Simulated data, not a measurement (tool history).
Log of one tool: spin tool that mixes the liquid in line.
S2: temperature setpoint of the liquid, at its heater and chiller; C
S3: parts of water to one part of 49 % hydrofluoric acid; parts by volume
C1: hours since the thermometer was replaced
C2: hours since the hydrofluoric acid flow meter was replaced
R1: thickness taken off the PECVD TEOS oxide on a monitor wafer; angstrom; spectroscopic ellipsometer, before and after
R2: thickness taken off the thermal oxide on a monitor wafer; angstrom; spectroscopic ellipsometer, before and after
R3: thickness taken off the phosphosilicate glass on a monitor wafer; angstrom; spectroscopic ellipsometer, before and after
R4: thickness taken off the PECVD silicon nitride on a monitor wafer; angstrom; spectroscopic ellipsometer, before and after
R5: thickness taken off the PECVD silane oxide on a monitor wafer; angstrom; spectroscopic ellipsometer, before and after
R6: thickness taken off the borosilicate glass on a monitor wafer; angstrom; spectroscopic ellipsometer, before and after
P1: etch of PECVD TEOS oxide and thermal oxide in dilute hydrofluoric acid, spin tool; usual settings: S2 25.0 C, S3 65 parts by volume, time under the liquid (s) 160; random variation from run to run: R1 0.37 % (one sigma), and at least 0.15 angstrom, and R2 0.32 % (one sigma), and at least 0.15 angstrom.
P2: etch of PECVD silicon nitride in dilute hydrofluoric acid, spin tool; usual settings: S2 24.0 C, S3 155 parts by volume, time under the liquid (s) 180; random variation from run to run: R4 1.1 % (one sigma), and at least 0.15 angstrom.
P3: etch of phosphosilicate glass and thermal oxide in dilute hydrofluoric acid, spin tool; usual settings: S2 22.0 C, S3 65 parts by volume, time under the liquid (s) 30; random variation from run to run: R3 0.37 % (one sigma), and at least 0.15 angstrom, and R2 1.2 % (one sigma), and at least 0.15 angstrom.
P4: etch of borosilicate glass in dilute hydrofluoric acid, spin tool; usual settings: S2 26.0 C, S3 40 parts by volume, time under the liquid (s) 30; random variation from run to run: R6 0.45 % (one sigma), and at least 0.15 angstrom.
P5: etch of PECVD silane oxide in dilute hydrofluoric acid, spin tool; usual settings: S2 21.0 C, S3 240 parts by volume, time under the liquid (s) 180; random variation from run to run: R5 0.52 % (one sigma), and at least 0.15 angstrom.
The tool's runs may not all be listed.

{"run": 1, "day": 0.312, "process that ran": "P1", "S2": 25.0, "S3": 65, "time under the liquid (s)": 160, "C1": 477.8, "C2": 954.2, "R1": 470.29, "R2": 129.58}
{"run": 2, "day": 0.575, "process that ran": "P1", "S2": 25.0, "S3": 65, "time under the liquid (s)": 45, "C1": 484.1, "C2": 960.5, "R1": 133.8, "R2": 36.585}
{"run": 3, "day": 0.775, "process that ran": "P1", "S2": 21.0, "S3": 65, "time under the liquid (s)": 160, "C1": 488.9, "C2": 965.3, "R1": 400.68, "R2": 110.66}
{"run": 4, "day": 0.962, "process that ran": "P3", "S2": 22.0, "S3": 65, "time under the liquid (s)": 60, "C1": 493.4, "C2": 969.8, "R2": 41.095, "R3": 638.87}
{"run": 5, "day": 1.188, "process that ran": "P3", "S2": 22.0, "S3": 95, "time under the liquid (s)": 30, "C1": 498.8, "C2": 975.2, "R2": 13.612, "R3": 209.99}
{"run": 6, "day": 1.362, "process that ran": "P2", "S2": 24.0, "S3": 30, "time under the liquid (s)": 180, "C1": 503.0, "C2": 979.4, "R4": 102.42}
{"run": 7, "day": 1.642, "process that ran": "P5", "S2": 21.0, "S3": 240, "time under the liquid (s)": 180, "C1": 509.7, "C2": 986.1, "R5": 110.91}
{"run": 8, "day": 1.838, "process that ran": "P5", "S2": 21.0, "S3": 80, "time under the liquid (s)": 180, "C1": 514.4, "C2": 990.8, "R5": 394.77}
{"run": 9, "day": 2.075, "process that ran": "P2", "S2": 24.0, "S3": 155, "time under the liquid (s)": 95, "C1": 520.1, "C2": 996.5, "R4": 10.892}
{"run": 10, "day": 2.388, "process that ran": "P5", "S2": 17.0, "S3": 240, "time under the liquid (s)": 180, "C1": 527.6, "C2": 1004.0, "R5": 94.761}
{"run": 11, "day": 2.625, "process that ran": "P1", "S2": 30.0, "S3": 65, "time under the liquid (s)": 160, "C1": 533.3, "C2": 1009.7, "R1": 580.44, "R2": 158.11}
{"run": 12, "day": 2.792, "process that ran": "P1", "S2": 25.0, "S3": 65, "time under the liquid (s)": 160, "C1": 537.3, "C2": 1013.7, "R1": 474.7, "R2": 129.63}
{"day": 2.975, "done": "hydrofluoric acid flow meter replaced"}
{"run": 13, "day": 3.0, "process that ran": "P1", "S2": 25.0, "S3": 65, "time under the liquid (s)": 295, "C1": 542.3, "C2": 0.7, "R1": 873.66, "R2": 238.75}
{"run": 14, "day": 3.233, "process that ran": "P1", "S2": 25.0, "S3": 45, "time under the liquid (s)": 300, "C1": 547.9, "C2": 6.3, "R1": 1316.0, "R2": 360.34}
{"run": 15, "day": 3.383, "process that ran": "P1", "S2": 25.0, "S3": 65, "time under the liquid (s)": 160, "C1": 551.5, "C2": 9.9, "R1": 473.46, "R2": 129.91}
{"run": 16, "day": 3.633, "process that ran": "P5", "S2": 21.0, "S3": 240, "time under the liquid (s)": 330, "C1": 557.5, "C2": 15.9, "R5": 202.82}
{"run": 17, "day": 3.946, "process that ran": "P4", "S2": 26.0, "S3": 40, "time under the liquid (s)": 15, "C1": 565.0, "C2": 23.4, "R6": 109.44}
{"run": 18, "day": 4.242, "process that ran": "P2", "S2": 24.0, "S3": 155, "time under the liquid (s)": 180, "C1": 572.1, "C2": 30.5, "R4": 19.637}
{"run": 19, "day": 4.446, "process that ran": "P1", "S2": 25.0, "S3": 85, "time under the liquid (s)": 75, "C1": 577.0, "C2": 35.4, "R1": 166.29, "R2": 45.239}
{"run": 20, "day": 4.688, "process that ran": "P4", "S2": 26.0, "S3": 40, "time under the liquid (s)": 30, "C1": 582.8, "C2": 41.2, "R6": 216.6}
{"run": 21, "day": 4.971, "process that ran": "P2", "S2": 24.0, "S3": 155, "time under the liquid (s)": 180, "C1": 589.6, "C2": 48.0, "R4": 19.996}
{"run": 22, "day": 5.142, "process that ran": "P2", "S2": 17.0, "S3": 155, "time under the liquid (s)": 180, "C1": 593.7, "C2": 52.1, "R4": 13.041}
{"run": 23, "day": 5.45, "process that ran": "P1", "S2": 25.0, "S3": 65, "time under the liquid (s)": 160, "C1": 601.1, "C2": 59.5, "R1": 475.05, "R2": 130.44}
{"run": 24, "day": 5.692, "process that ran": "P1", "S2": 25.0, "S3": 65, "time under the liquid (s)": 160, "C1": 606.9, "C2": 65.3, "R1": 473.93, "R2": 129.92}
{"run": 25, "day": 5.904, "process that ran": "P3", "S2": 22.0, "S3": 65, "time under the liquid (s)": 30, "C1": 612.0, "C2": 70.4, "R2": 20.728, "R3": 319.67}
{"run": 26, "day": 6.221, "process that ran": "P3", "S2": 22.0, "S3": 65, "time under the liquid (s)": 30, "C1": 619.6, "C2": 78.0, "R2": 20.521, "R3": 317.15}
{"run": 27, "day": 6.542, "process that ran": "P4", "S2": 26.0, "S3": 40, "time under the liquid (s)": 30, "C1": 627.3, "C2": 85.7, "R6": 216.95}
{"run": 28, "day": 6.825, "process that ran": "P1", "S2": 25.0, "S3": 20, "time under the liquid (s)": 160, "C1": 634.1, "C2": 92.5, "R1": 1627.0, "R2": 449.22}
{"run": 29, "day": 7.092, "process that ran": "P1", "S2": 32.0, "S3": 65, "time under the liquid (s)": 280, "C1": 640.5, "C2": 98.9, "R1": 1087.8, "R2": 299.07}
{"run": 30, "day": 7.267, "process that ran": "P4", "S2": 26.0, "S3": 70, "time under the liquid (s)": 30, "C1": 644.7, "C2": 103.1, "R6": 120.25}
{"run": 31, "day": 7.521, "process that ran": "P1", "S2": 25.0, "S3": 105, "time under the liquid (s)": 160, "C1": 650.8, "C2": 109.2, "R1": 277.52, "R2": 76.296}
{"run": 32, "day": 7.758, "process that ran": "P4", "S2": 31.0, "S3": 40, "time under the liquid (s)": 30, "C1": 656.5, "C2": 114.9, "R6": 265.39}
{"run": 33, "day": 7.954, "process that ran": "P3", "S2": 29.5, "S3": 65, "time under the liquid (s)": 30, "C1": 661.2, "C2": 119.6, "R2": 27.572, "R3": 430.15}
{"run": 34, "day": 8.138, "process that ran": "P1", "S2": 25.0, "S3": 65, "time under the liquid (s)": 160, "C1": 665.6, "C2": 124.0, "R1": 475.52, "R2": 129.46}
{"run": 35, "day": 8.321, "process that ran": "P1", "S2": 25.0, "S3": 65, "time under the liquid (s)": 160, "C1": 670.0, "C2": 128.4, "R1": 485.07, "R2": 132.92}
{"run": 36, "day": 8.612, "process that ran": "P1", "S2": 25.0, "S3": 65, "time under the liquid (s)": 160, "C1": 677.0, "C2": 135.4, "R1": 493.93, "R2": 135.4}
{"run": 37, "day": 8.8, "process that ran": "P1", "S2": 25.0, "S3": 65, "time under the liquid (s)": 160, "C1": 681.5, "C2": 139.9, "R1": 498.13, "R2": 135.44}
{"run": 38, "day": 8.954, "process that ran": "P1", "S2": 25.0, "S3": 65, "time under the liquid (s)": 160, "C1": 685.2, "C2": 143.6, "R1": 497.64, "R2": 136.84}
{"run": 39, "day": 9.154, "process that ran": "P1", "S2": 25.0, "S3": 65, "time under the liquid (s)": 160, "C1": 690.0, "C2": 148.4, "R1": 498.86, "R2": 137.86}
{"run": 40, "day": 9.354, "process that ran": "P1", "S2": 25.0, "S3": 65, "time under the liquid (s)": 160, "C1": 694.8, "C2": 153.2, "R1": 500.76, "R2": 136.16}
{"run": 41, "day": 9.625, "process that ran": "P1", "S2": 25.0, "S3": 65, "time under the liquid (s)": 160, "C1": 701.3, "C2": 159.7, "R1": 501.47, "R2": 137.45}

What P1 gives has crept away from where it was. These 2 causes fit the log equally well, each at the size given:
A: hydrofluoric acid flow above the setpoint (%) = 5.29
B: liquid hotter than its thermometer reads (K) = 1.4
The creep began at about day 8.138.

4 check runs are offered, each on 5 wafers whose results are averaged, their results left as question marks. Which one tells the causes apart?
{"run": "check 1", "day": 9.896, "process that ran": "P5", "S2": 21.0, "S3": 115, "time under the liquid (s)": 300, "R5": "?"}
{"run": "check 2", "day": 9.896, "process that ran": "P2", "S2": 24.0, "S3": 30, "time under the liquid (s)": 105, "R4": "?"}
{"run": "check 3", "day": 9.896, "process that ran": "P3", "S2": 28.0, "S3": 65, "time under the liquid (s)": 30, "R2": "?", "R3": "?"}
{"run": "check 4", "day": 9.896, "process that ran": "P4", "S2": 30.5, "S3": 65, "time under the liquid (s)": 30, "R6": "?"}

What each check would give under each cause:
check=check_1 result=R5 if_A=464.280 if_B=463.360
check=check_2 result=R4 if_A=62.727 if_B=65.616
check=check_3 result=R2 if_A=27.848 if_B=27.805
check=check_3 result=R3 if_A=428.50 if_B=427.84
check=check_4 result=R6 if_A=163.40 if_B=162.91
How far apart the two closest causes lie, in the result that separates them most: check 1 0.2 %; check 2 4.5 %; check 3 0.15 %; check 4 0.3 %
Only check 2 tells the causes apart: in the others they would give nearly the same result.

Check 2 was then run and gave: R4 62.402 angstrom. Which cause is it?

It is A: hydrofluoric acid flow above the setpoint (%).

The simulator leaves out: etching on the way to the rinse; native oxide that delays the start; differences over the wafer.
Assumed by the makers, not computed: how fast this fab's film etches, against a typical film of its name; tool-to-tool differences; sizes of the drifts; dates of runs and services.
